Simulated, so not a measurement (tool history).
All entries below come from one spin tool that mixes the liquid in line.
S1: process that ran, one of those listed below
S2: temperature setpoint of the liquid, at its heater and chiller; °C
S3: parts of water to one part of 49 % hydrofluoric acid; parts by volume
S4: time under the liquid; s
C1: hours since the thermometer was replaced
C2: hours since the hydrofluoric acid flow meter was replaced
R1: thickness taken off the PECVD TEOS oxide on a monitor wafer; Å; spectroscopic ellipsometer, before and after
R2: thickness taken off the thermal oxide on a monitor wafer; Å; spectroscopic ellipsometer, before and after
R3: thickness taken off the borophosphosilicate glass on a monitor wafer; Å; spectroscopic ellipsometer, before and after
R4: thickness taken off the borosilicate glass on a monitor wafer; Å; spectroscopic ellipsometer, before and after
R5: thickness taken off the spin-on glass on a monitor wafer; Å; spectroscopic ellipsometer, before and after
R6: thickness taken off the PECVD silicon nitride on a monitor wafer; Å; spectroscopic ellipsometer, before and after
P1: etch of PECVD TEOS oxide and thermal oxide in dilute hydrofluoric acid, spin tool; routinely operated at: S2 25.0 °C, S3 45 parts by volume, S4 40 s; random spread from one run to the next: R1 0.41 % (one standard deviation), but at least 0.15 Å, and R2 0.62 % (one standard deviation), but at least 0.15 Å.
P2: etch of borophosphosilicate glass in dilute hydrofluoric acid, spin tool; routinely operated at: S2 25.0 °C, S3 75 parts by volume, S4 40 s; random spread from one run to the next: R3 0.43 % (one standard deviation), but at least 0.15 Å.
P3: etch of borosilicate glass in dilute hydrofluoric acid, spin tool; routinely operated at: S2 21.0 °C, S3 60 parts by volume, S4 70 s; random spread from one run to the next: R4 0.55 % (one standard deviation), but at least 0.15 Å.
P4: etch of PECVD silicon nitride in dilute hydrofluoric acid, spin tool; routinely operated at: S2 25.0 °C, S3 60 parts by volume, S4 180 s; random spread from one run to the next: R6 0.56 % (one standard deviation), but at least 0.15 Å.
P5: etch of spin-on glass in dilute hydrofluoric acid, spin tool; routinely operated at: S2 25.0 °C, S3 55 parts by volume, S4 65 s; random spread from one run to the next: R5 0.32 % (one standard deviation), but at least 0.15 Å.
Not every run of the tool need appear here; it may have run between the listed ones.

run,hour,S1,S2,S3,S4,C1,C2,R1,R2,R3,R4,R5,R6
1,11.2,P1,25.0,45,40,1038.8,410.7,190.940,49.139,,,,
2,22.3,P2,25.0,120,40,1049.9,421.8,,,102.68,,,
3,36.5,P3,17.0,60,70,1064.1,436.0,,,,372.25,,
4,50.6,P5,25.0,55,65,1078.2,450.1,,,,,433.76,
5,58.6,P4,25.0,60,180,1086.2,458.1,,,,,,52.211
6,73.4,P4,21.0,60,180,1101.0,472.9,,,,,,39.828
# hour 78.5: hydrofluoric acid flow meter replaced
7,85.7,P1,25.0,25,40,1113.3,7.3,355.170,91.812,,,,
8,101.1,P3,21.0,60,70,1128.7,22.7,,,,434.49,,
9,110.7,P1,25.0,45,80,1138.3,32.3,380.110,97.818,,,,
10,125.7,P1,25.0,45,40,1153.3,47.3,191.980,49.325,,,,
11,139.3,P1,25.0,45,40,1166.9,60.9,190.900,49.880,,,,
12,151.6,P4,25.0,90,180,1179.2,73.2,,,,,,34.952
13,169.2,P5,29.0,55,65,1196.8,90.8,,,,,509.39,
14,177.8,P1,25.0,70,15,1205.4,99.4,44.742,11.656,,,,
15,186.2,P1,25.0,45,15,1213.8,107.8,71.538,18.587,,,,
16,197.1,P1,25.0,45,40,1224.7,118.7,191.920,49.630,,,,
17,205.4,P3,21.0,90,70,1233.0,127.0,,,,282.36,,
18,223.3,P2,25.0,75,40,1250.9,144.9,,,173.10,,,
19,240.8,P1,25.0,65,40,1268.4,162.4,128.770,33.416,,,,
20,254.4,P5,25.0,25,65,1282.0,176.0,,,,,986.75,
21,263.4,P1,30.0,45,40,1291.0,185.0,233.580,59.764,,,,
22,279.9,P2,17.5,75,40,1307.5,201.5,,,126.92,,,
23,293.2,P5,25.0,55,115,1320.8,214.8,,,,,765.65,
24,309.8,P4,25.0,60,290,1337.4,231.4,,,,,,83.489
25,325.1,P2,25.0,75,60,1352.7,246.7,,,257.92,,,
26,333.9,P1,25.0,45,40,1361.5,255.5,190.530,48.527,,,,
27,346.9,P1,25.0,45,40,1374.5,268.5,190.330,49.075,,,,
28,361.5,P1,19.5,45,40,1389.1,283.1,150.800,39.645,,,,
29,373.9,P3,21.0,60,125,1401.5,295.5,,,,779.26,,
30,386.9,P2,25.0,75,40,1414.5,308.5,,,172.73,,,
31,402.6,P1,25.0,45,40,1430.2,324.2,191.060,49.434,,,,
32,416.6,P1,25.0,45,40,1444.2,338.2,182.370,47.442,,,,
33,431.9,P1,25.0,45,40,1459.5,353.5,178.500,45.571,,,,
34,444.3,P1,25.0,45,40,1471.9,365.9,175.020,45.185,,,,
35,459.7,P1,25.0,45,40,1487.3,381.3,174.850,44.765,,,,
36,477.2,P1,25.0,45,40,1504.8,398.8,172.720,44.938,,,,
37,489.3,P1,25.0,45,40,1516.9,410.9,173.840,44.402,,,,

P1 no longer gives what it gave before; its output has crept away from where it was. The following 2 causes, each at its listed size, fit the log equally well:
A: liquid colder than its thermometer reads (K) = 2.33
B: hydrofluoric acid flow below the setpoint (%) = 8.66
The creep began at about hour 402.6.

Consider the 4 single-wafer check runs listed below, results given as question marks: which one distinguishes between the causes by giving clearly different results for each?
check 1,501.4,P5,25.0,55,65,,,,,,,?,
check 2,501.4,P3,21.0,60,70,,,,,,?,,
check 3,501.4,P2,25.0,75,40,,,,,?,,,
check 4,501.4,P4,25.0,60,180,,,,,,,,?

Check results expected under each cause:
check,result,if A,if B
check 1,R5,393.78,393.04
check 2,R4,395.03,395.40
check 3,R3,157.64,156.75
check 4,R6,44.614,47.724
Distance between the nearest two causes, measured in the result of the check that separates them most: check 1 0.19 %; check 2 0.09 %; check 3 0.56 %; check 4 6.74 %
Check 4 is the one run that separates the causes; every other check would come out nearly the same whichever cause is at work.

Check 4 was then run and gave: R6 44.550 Å. Which cause is it?

The cause is A: liquid colder than its thermometer reads (K).
